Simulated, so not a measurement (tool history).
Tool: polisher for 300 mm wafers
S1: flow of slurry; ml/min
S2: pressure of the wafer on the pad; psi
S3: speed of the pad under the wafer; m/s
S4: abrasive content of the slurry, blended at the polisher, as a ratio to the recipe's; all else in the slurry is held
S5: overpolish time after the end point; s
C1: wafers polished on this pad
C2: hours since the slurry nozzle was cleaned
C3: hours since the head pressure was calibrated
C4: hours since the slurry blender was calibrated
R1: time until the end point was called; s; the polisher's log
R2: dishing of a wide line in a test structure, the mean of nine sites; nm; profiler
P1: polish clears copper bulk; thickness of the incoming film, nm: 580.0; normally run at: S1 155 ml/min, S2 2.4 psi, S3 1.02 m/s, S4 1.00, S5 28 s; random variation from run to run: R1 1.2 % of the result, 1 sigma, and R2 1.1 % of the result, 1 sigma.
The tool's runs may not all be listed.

| run | hour | S1 | S2 | S3 | S4 | S5 | C1 | C2 | C3 | C4 | R1 | R2 |
|---|---|---|---|---|---|---|---|---|---|---|---|---|
| 1 | 5.5 | 155 | 2.4 | 1.02 | 1.00 | 28 | 676 | 69.3 | 275.7 | 33.9 | 64.910 | 122.110 |
| 2 | 8.8 | 155 | 2.4 | 0.74 | 1.00 | 28 | 716 | 72.6 | 279.0 | 37.2 | 87.480 | 98.279 |
| 3 | 15.5 | 155 | 2.4 | 1.50 | 1.00 | 28 | 797 | 79.3 | 285.7 | 43.9 | 43.286 | 143.570 |
| 4 | 19.9 | 95 | 2.4 | 1.02 | 1.00 | 52 | 851 | 83.7 | 290.1 | 48.3 | 71.223 | 148.520 |
| 5 | 25.7 | 155 | 2.4 | 1.02 | 1.00 | 28 | 922 | 89.5 | 295.9 | 54.1 | 64.246 | 118.470 |
| 6 | 31.8 | 155 | 2.4 | 1.02 | 1.00 | 47 | 996 | 95.6 | 302.0 | 60.2 | 63.468 | 149.330 |
| 7 | 38.8 | 155 | 3.5 | 1.02 | 1.00 | 28 | 1081 | 102.6 | 309.0 | 67.2 | 43.776 | 157.700 |
| 8 | 44.2 | 155 | 2.4 | 1.02 | 0.50 | 28 | 1147 | 108.0 | 314.4 | 72.6 | 74.225 | 112.270 |
| 9 | 51.5 | 215 | 2.4 | 1.02 | 1.00 | 28 | 1236 | 115.3 | 321.7 | 79.9 | 61.640 | 123.380 |
| 10 | 56.3 | 155 | 1.1 | 1.02 | 1.00 | 28 | 1294 | 120.1 | 326.5 | 84.7 | 143.580 | 64.817 |
| 11 | 60.6 | 155 | 3.6 | 1.02 | 1.40 | 28 | 1347 | 124.4 | 330.8 | 89.0 | 40.161 | 159.300 |
| 12 | 67.7 | 155 | 2.4 | 1.02 | 1.45 | 28 | 1433 | 131.5 | 337.9 | 96.1 | 58.593 | 124.680 |
| 13 | 71.2 | 155 | 2.4 | 1.02 | 1.00 | 28 | 1476 | 135.0 | 341.4 | 99.6 | 63.526 | 118.380 |
| 14 | 77.7 | 155 | 2.4 | 1.02 | 1.00 | 8 | 1555 | 141.5 | 347.9 | 106.1 | 63.522 | 49.697 |
| 15 | 82.2 | 95 | 2.4 | 1.02 | 1.00 | 28 | 1610 | 146.0 | 352.4 | 110.6 | 71.190 | 113.820 |
| 16 | 85.4 | 155 | 2.4 | 1.02 | 1.00 | 28 | 1649 | 149.2 | 355.6 | 113.8 | 63.247 | 118.930 |
| 17 | 91.9 | 155 | 2.4 | 1.02 | 1.00 | 28 | 1728 | 155.7 | 362.1 | 120.3 | 64.135 | 118.360 |
| 18 | 98.5 | 155 | 2.4 | 1.02 | 1.00 | 28 | 1809 | 162.3 | 368.7 | 126.9 | 64.498 | 118.580 |
| 19 | 104.3 | 155 | 2.4 | 1.02 | 1.00 | 28 | 1879 | 168.1 | 374.5 | 132.7 | 62.541 | 118.270 |
| 20 | 109.4 | 155 | 2.4 | 1.02 | 1.00 | 28 | 1941 | 173.2 | 379.6 | 137.8 | 64.349 | 116.470 |
| 21 | 114.0 | 155 | 2.4 | 1.02 | 1.00 | 28 | 1997 | 177.8 | 384.2 | 142.4 | 66.629 | 116.900 |
| 22 | 118.8 | 155 | 2.4 | 1.02 | 1.00 | 28 | 2056 | 182.6 | 389.0 | 147.2 | 68.721 | 116.020 |
|  | 124.8 | head pressure recalibrated |
| 23 | 125.4 | 155 | 2.4 | 1.02 | 1.00 | 28 | 2136 | 189.2 | 0.6 | 153.8 | 68.567 | 115.410 |
| 24 | 128.8 | 155 | 2.4 | 1.02 | 1.00 | 28 | 2178 | 192.6 | 4.0 | 157.2 | 68.814 | 114.860 |
|  | 131.0 | worn pad replaced by a new one |
| 25 | 135.8 | 155 | 2.4 | 1.02 | 1.00 | 28 | 58 | 199.6 | 11.0 | 164.2 | 69.302 | 113.890 |
| 26 | 142.2 | 155 | 2.4 | 1.02 | 1.00 | 28 | 136 | 206.0 | 17.4 | 170.6 | 69.670 | 112.240 |
| 27 | 148.7 | 155 | 2.4 | 1.02 | 1.00 | 28 | 215 | 212.5 | 23.9 | 177.1 | 69.959 | 117.280 |
| 28 | 154.7 | 155 | 2.4 | 1.02 | 1.00 | 28 | 289 | 218.5 | 29.9 | 183.1 | 68.978 | 113.560 |

What P1 gives has crept away from where it was. These 2 causes fit the log equally well, each at the size given:
A: slurry flow missing at the pad, % = 33.3
B: abrasive missing from the slurry, % = 32.5
The creep began at about hour 104.3.
Why every other cause is out:
removal rate lost through wear of the pad, %: serviced at hour 131.0, which brought nothing back
head's pressure below its setpoint, %: serviced at hour 124.8, which brought nothing back

4 check runs are offered, each on 5 wafers whose results are averaged, their results left as question marks. Which one tells the causes apart?
| check 1 | 160.7 | 95 | 2.4 | 1.02 | 1.00 | 11 |  |  |  |  | ? | ? |
| check 2 | 160.7 | 155 | 3.5 | 1.02 | 0.55 | 28 |  |  |  |  | ? | ? |
| check 3 | 160.7 | 155 | 3.3 | 1.02 | 0.65 | 28 |  |  |  |  | ? | ? |
| check 4 | 160.7 | 155 | 2.4 | 1.02 | 1.40 | 8 |  |  |  |  | ? | ? |

What each check would give under each cause:
| check | result | if A | if B |
|---|---|---|---|
| check 1 | R1 | 80.614 | 77.139 |
| check 1 | R2 | 53.252 | 55.220 |
| check 2 | R1 | 53.962 | 53.623 |
| check 2 | R2 | 141.340 | 141.800 |
| check 3 | R1 | 55.344 | 55.094 |
| check 3 | R2 | 137.950 | 138.270 |
| check 4 | R1 | 64.623 | 64.839 |
| check 4 | R2 | 49.095 | 48.957 |
How far apart the two closest causes lie, in the result that separates them most: check 1 4.41 %; check 2 0.63 %; check 3 0.45 %; check 4 0.33 %
Check 1 tells the causes apart: in the others they would give nearly the same result.

Then check 1 was run and gave: R1 80.390 s; R2 52.730 nm. Which cause is it?

It is A: slurry flow missing at the pad, %.

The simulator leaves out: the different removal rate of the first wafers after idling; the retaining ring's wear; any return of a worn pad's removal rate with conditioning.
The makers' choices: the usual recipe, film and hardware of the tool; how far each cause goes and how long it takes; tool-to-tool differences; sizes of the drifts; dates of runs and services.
